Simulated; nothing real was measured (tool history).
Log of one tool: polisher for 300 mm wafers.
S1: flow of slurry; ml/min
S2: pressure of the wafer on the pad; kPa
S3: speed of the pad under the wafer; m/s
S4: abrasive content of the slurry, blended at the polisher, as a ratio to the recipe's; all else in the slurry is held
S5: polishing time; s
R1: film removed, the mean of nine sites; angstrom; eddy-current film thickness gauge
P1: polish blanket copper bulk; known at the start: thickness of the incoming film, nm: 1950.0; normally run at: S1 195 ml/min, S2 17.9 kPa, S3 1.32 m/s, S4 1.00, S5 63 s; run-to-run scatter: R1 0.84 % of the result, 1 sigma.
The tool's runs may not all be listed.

{"run": 1, "hour": 8.8, "S1": 195, "S2": 17.9, "S3": 1.32, "S4": 1.0, "S5": 63, "R1": 6674.1}
{"run": 2, "hour": 18.0, "S1": 195, "S2": 17.9, "S3": 1.32, "S4": 1.0, "S5": 63, "R1": 6615.0}
{"run": 3, "hour": 31.1, "S1": 195, "S2": 22.8, "S3": 1.32, "S4": 1.0, "S5": 63, "R1": 8436.2}
{"run": 4, "hour": 38.8, "S1": 195, "S2": 17.9, "S3": 2.08, "S4": 1.0, "S5": 63, "R1": 10489.0}
{"run": 5, "hour": 53.8, "S1": 125, "S2": 17.9, "S3": 1.32, "S4": 1.3, "S5": 63, "R1": 6493.0}
{"run": 6, "hour": 63.6, "S1": 195, "S2": 17.9, "S3": 0.68, "S4": 1.0, "S5": 63, "R1": 3424.6}
{"run": 7, "hour": 71.3, "S1": 195, "S2": 17.9, "S3": 1.32, "S4": 1.45, "S5": 63, "R1": 7262.5}
{"hour": 76.5, "done": "head pressure recalibrated"}
{"run": 8, "hour": 84.8, "S1": 195, "S2": 17.9, "S3": 1.32, "S4": 1.0, "S5": 63, "R1": 6719.2}
{"run": 9, "hour": 97.2, "S1": 290, "S2": 17.9, "S3": 1.8, "S4": 1.0, "S5": 63, "R1": 9473.1}
{"run": 10, "hour": 112.7, "S1": 195, "S2": 11.7, "S3": 1.32, "S4": 1.0, "S5": 63, "R1": 4355.1}
{"run": 11, "hour": 128.8, "S1": 195, "S2": 17.9, "S3": 1.32, "S4": 0.5, "S5": 63, "R1": 5820.3}
{"run": 12, "hour": 141.6, "S1": 195, "S2": 17.9, "S3": 1.32, "S4": 1.0, "S5": 36, "R1": 3764.9}
{"run": 13, "hour": 150.7, "S1": 310, "S2": 17.9, "S3": 1.32, "S4": 1.0, "S5": 63, "R1": 7102.4}
{"run": 14, "hour": 162.2, "S1": 195, "S2": 17.9, "S3": 1.32, "S4": 1.0, "S5": 63, "R1": 6636.2}
{"hour": 177.2, "done": "slurry blender recalibrated"}
{"run": 15, "hour": 177.2, "S1": 115, "S2": 17.9, "S3": 1.32, "S4": 1.0, "S5": 63, "R1": 6087.4}
{"run": 16, "hour": 188.2, "S1": 195, "S2": 17.9, "S3": 1.32, "S4": 1.0, "S5": 93, "R1": 9704.3}
{"run": 17, "hour": 201.9, "S1": 195, "S2": 17.9, "S3": 1.32, "S4": 1.0, "S5": 63, "R1": 6559.4}
{"run": 18, "hour": 210.4, "S1": 195, "S2": 17.9, "S3": 1.32, "S4": 1.0, "S5": 63, "R1": 6683.2}
{"run": 19, "hour": 218.7, "S1": 195, "S2": 17.9, "S3": 1.32, "S4": 1.0, "S5": 63, "R1": 6514.8}

The next listed run, before its measurement:
{"run": 20, "hour": 230.7, "S1": 195, "S2": 17.9, "S3": 1.32, "S4": 1.0, "S5": 63, "R1": "?"}

Run 20 gave R1 6325.7 angstrom.

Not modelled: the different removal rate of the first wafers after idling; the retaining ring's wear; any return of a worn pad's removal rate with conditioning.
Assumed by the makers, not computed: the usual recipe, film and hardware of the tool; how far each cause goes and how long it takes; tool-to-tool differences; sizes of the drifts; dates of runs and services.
